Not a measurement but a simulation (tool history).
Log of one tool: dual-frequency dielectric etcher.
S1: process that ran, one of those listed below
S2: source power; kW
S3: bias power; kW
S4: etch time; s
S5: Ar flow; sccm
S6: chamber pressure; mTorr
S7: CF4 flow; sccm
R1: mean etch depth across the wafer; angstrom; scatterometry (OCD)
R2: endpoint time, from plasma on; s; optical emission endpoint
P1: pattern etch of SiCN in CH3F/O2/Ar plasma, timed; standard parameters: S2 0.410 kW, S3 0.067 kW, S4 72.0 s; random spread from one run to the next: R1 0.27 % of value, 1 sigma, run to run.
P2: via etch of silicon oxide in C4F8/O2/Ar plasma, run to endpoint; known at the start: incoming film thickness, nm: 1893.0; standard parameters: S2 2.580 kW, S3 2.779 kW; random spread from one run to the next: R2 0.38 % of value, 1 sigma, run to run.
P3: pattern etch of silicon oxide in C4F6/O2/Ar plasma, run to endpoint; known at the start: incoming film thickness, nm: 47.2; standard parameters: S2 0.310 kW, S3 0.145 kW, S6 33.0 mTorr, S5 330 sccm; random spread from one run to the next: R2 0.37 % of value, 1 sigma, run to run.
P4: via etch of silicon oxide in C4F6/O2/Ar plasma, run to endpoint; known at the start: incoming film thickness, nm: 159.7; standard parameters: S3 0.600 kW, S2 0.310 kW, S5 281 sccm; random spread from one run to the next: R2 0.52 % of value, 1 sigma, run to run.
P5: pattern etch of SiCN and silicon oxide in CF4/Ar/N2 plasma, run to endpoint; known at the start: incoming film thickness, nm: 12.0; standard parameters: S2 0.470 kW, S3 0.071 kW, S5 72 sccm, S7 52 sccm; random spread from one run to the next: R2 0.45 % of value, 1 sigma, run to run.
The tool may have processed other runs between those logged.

run   hour  S1     S2     S3     S4   S5    S6  S7      R1       R2
  1   17.7  P1  0.410  0.067   72.0                 278.92
  2   30.8  P1  0.410  0.067   72.0                 278.82
  3   49.5  P4  0.310  0.600         281                     34.949
  4   59.3  P3  0.310  0.145         465  33.0               18.915
  5   76.2  P1  0.410  0.067   94.5                 365.23
  6   91.2  P4  0.310  0.600         223                     34.743
  7  106.8  P5  0.470  0.071          48        52           13.059
  8  116.5  P3  0.310  0.145         330  33.0               18.406
  9  131.9  P1  0.530  0.086   72.0                 334.58
 10  150.5  P1  0.410  0.081   72.0                 299.10
 11  161.7  P2  2.580  2.779                                312.830
 12  173.4  P1  0.410  0.051  100.0                 354.89
 13  184.3  P5  0.370  0.071          72        52           16.854
 14  197.0  P3  0.310  0.145         330  45.5               18.914
 15  209.1  P4  0.310  0.600         281                     35.448
 16  222.9  P1  0.410  0.045   72.0                 245.29
 17  236.1  P1  0.410  0.067   72.0                 277.86
 18  254.6  P3  0.310  0.205         330  33.0               16.375
 19  265.8  P1  0.560  0.067   72.0                 313.97
 20  282.2  P1  0.410  0.067   72.0                 279.29
 21  294.4  P5  0.470  0.071          72        52           13.744
 22  305.5  P4  0.310  0.461         281                     38.900
 23  317.9  P4  0.370  0.600         281                     33.096
 24  332.3  P1  0.300  0.067   72.0                 245.89
 25  345.6  P1  0.410  0.067   55.0                 213.92
 26  354.8  P3  0.200  0.145         330  33.0               21.628
 27  373.3  P5  0.470  0.071          72        65           13.416
 28  383.1  P2  3.550  2.779                                274.000
 29  396.5  P3  0.310  0.145         330  33.0               18.411
 30  415.2  P1  0.410  0.067   72.0                 276.72
 31  429.6  P5  0.470  0.090          72        52           12.646

Run 32, settings as shown, results not yet in. Your forecast:
 32  439.4  P2  2.580  2.115                       ?

Run 32 yielded R2 341.400 s.
